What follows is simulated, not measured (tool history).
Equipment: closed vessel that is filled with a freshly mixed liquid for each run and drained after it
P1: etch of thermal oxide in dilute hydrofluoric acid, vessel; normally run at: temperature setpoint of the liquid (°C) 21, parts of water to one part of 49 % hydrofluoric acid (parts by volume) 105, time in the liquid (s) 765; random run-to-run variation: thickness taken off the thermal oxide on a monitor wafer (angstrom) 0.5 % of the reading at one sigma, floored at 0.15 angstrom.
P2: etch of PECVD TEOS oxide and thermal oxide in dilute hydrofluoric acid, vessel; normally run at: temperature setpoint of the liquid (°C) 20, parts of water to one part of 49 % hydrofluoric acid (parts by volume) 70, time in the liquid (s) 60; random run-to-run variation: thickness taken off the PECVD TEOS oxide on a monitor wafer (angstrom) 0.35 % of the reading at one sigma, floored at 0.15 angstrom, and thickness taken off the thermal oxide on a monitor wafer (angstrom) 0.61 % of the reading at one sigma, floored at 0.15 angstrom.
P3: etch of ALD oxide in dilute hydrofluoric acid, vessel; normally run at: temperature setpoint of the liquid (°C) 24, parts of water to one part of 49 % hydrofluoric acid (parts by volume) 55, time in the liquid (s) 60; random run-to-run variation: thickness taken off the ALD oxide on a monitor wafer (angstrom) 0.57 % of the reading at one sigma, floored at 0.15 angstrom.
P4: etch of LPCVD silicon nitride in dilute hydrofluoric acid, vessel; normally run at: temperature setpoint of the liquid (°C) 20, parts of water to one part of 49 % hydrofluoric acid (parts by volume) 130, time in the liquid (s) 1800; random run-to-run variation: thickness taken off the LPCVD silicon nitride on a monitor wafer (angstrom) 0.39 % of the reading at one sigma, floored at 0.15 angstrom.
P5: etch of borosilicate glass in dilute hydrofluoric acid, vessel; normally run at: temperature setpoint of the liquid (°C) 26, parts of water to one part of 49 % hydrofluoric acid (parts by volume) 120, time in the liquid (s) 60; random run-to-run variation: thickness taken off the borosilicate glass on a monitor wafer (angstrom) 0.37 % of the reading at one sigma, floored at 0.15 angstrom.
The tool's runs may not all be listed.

run,hour,process that ran,temperature setpoint of the liquid (°C),parts of water to one part of 49 % hydrofluoric acid (parts by volume),time in the liquid (s),hours since the thermometer was replaced,hours since the hydrofluoric acid flow meter was replaced,thickness taken off the thermal oxide on a monitor wafer (angstrom),thickness taken off the LPCVD silicon nitride on a monitor wafer (angstrom),thickness taken off the ALD oxide on a monitor wafer (angstrom),thickness taken off the PECVD TEOS oxide on a monitor wafer (angstrom),thickness taken off the borosilicate glass on a monitor wafer (angstrom)
1,16.2,P1,21,105,765,322.8,357.6,289.74,,,,
2,24.3,P4,20,130,245,330.9,365.7,,7.1505,,,
3,35,P1,17,105,765,341.6,376.4,244.15,,,,
4,50.1,P1,21,105,765,356.7,391.5,288.56,,,,
5,67.8,P3,24,55,60,374.4,409.2,,,328.98,,
6,75.9,P2,20,70,60,382.5,417.3,34.668,,,205.86,
7,88.6,P2,20,40,60,395.2,430,62.342,,,376.22,
8,105.2,P1,21,105,765,411.8,446.6,287.17,,,,
9,117,P4,20,130,1800,423.6,458.4,,50.925,,,
10,127.9,P3,17,55,60,434.5,469.3,,,246.23,,
11,137.9,P5,26,120,60,444.5,479.3,,,,,109.23
12,149.5,P5,26,30,60,456.1,490.9,,,,,489.15
13,167.5,P1,21,105,1535,474.1,508.9,576.86,,,,
14,185.5,P1,21,60,765,492.1,526.9,531.94,,,,
15,196.6,P2,17,70,60,503.2,538,30.31,,,181.61,
16,208.1,P3,24,55,60,514.7,549.5,,,330.73,,
17,220.9,P4,23.5,130,1800,527.5,562.3,,65.115,,,
18,239,P1,25.5,105,765,545.6,580.4,341.24,,,,
19,247.7,P1,21,105,765,554.3,589.1,288.35,,,,
20,262.7,P5,33,120,60,569.3,604.1,,,,,141.95
21,276.5,P1,21,185,765,583.1,617.9,149.76,,,,
22,294,P3,24,80,60,600.6,635.4,,,218.72,,
23,306.8,P4,20,45,1800,613.4,648.2,,144.55,,,
24,317.3,P1,21,105,260,623.9,658.7,97.606,,,,
25,332.5,P3,24,55,30,639.1,673.9,,,165.47,,
26,340.6,P5,26,120,85,647.2,682,,,,,154.31
27,349,P2,20,70,110,655.6,690.4,62.939,,,380.45,
28,365,P1,21,105,765,671.6,706.4,287.83,,,,
29,373.7,P1,17,160,765,680.3,715.1,150.81,,,,
30,390.6,P4,20,130,1800,697.2,732,,51.179,,,
31,401.6,P1,21,105,765,708.2,743,290,,,,
32,413.4,P1,21,105,765,720,754.8,297.18,,,,
33,429.2,P1,21,105,765,735.8,770.6,304.71,,,,
34,441.6,P1,21,105,765,748.2,783,308.3,,,,
35,454.3,P1,21,105,765,760.9,795.7,313.28,,,,
36,465.1,P1,21,105,765,771.7,806.5,316.18,,,,
37,475.1,P1,21,105,765,781.7,816.5,311.1,,,,
38,489.5,P1,21,105,765,796.1,830.9,315.83,,,,
39,501.1,P1,21,105,765,807.7,842.5,313.72,,,,
40,515.2,P1,21,105,765,821.8,856.6,317.32,,,,

Something has made what P1 gives creep away from where it was; the 2 causes below, each at its own stated size, fit the log equally well:
A: hydrofluoric acid flow above the setpoint (%) = 8.88
B: liquid hotter than its thermometer reads (K) = 2.37
Creep in the process output first set in at about hour 401.6.

The check runs listed below each take one wafer, and their results are still question marks. Under which run would the listed causes lead to clearly different results?
check 1,529.3,P4,20,130,1800,,,,?,,,
check 2,529.3,P2,20,70,60,,,?,,,?,
check 3,529.3,P5,26,120,60,,,,,,,?
check 4,529.3,P3,24,55,60,,,,,?,,

Predicted outcomes, by check and by cause:
check,result,if A,if B
check 1,thickness taken off the LPCVD silicon nitride on a monitor wafer (angstrom),55.789,60.131
check 2,thickness taken off the thermal oxide on a monitor wafer (angstrom),37.572,37.818
check 2,thickness taken off the PECVD TEOS oxide on a monitor wafer (angstrom),226.9,228.38
check 3,thickness taken off the borosilicate glass on a monitor wafer (angstrom),120.38,119.46
check 4,thickness taken off the ALD oxide on a monitor wafer (angstrom),360.46,362.32
Smallest distance between any two causes, each pair judged by its most separating result, in per cent: check 1 7.5 %; check 2 0.65 %; check 3 0.77 %; check 4 0.51 %
The other checks would show nearly matching results whichever cause is true, so check 1 is the only one that separates the causes.

Then check 1 was run and gave: thickness taken off the LPCVD silicon nitride on a monitor wafer (angstrom) 55.722. Which cause is it?

It was cause A: hydrofluoric acid flow above the setpoint (%).
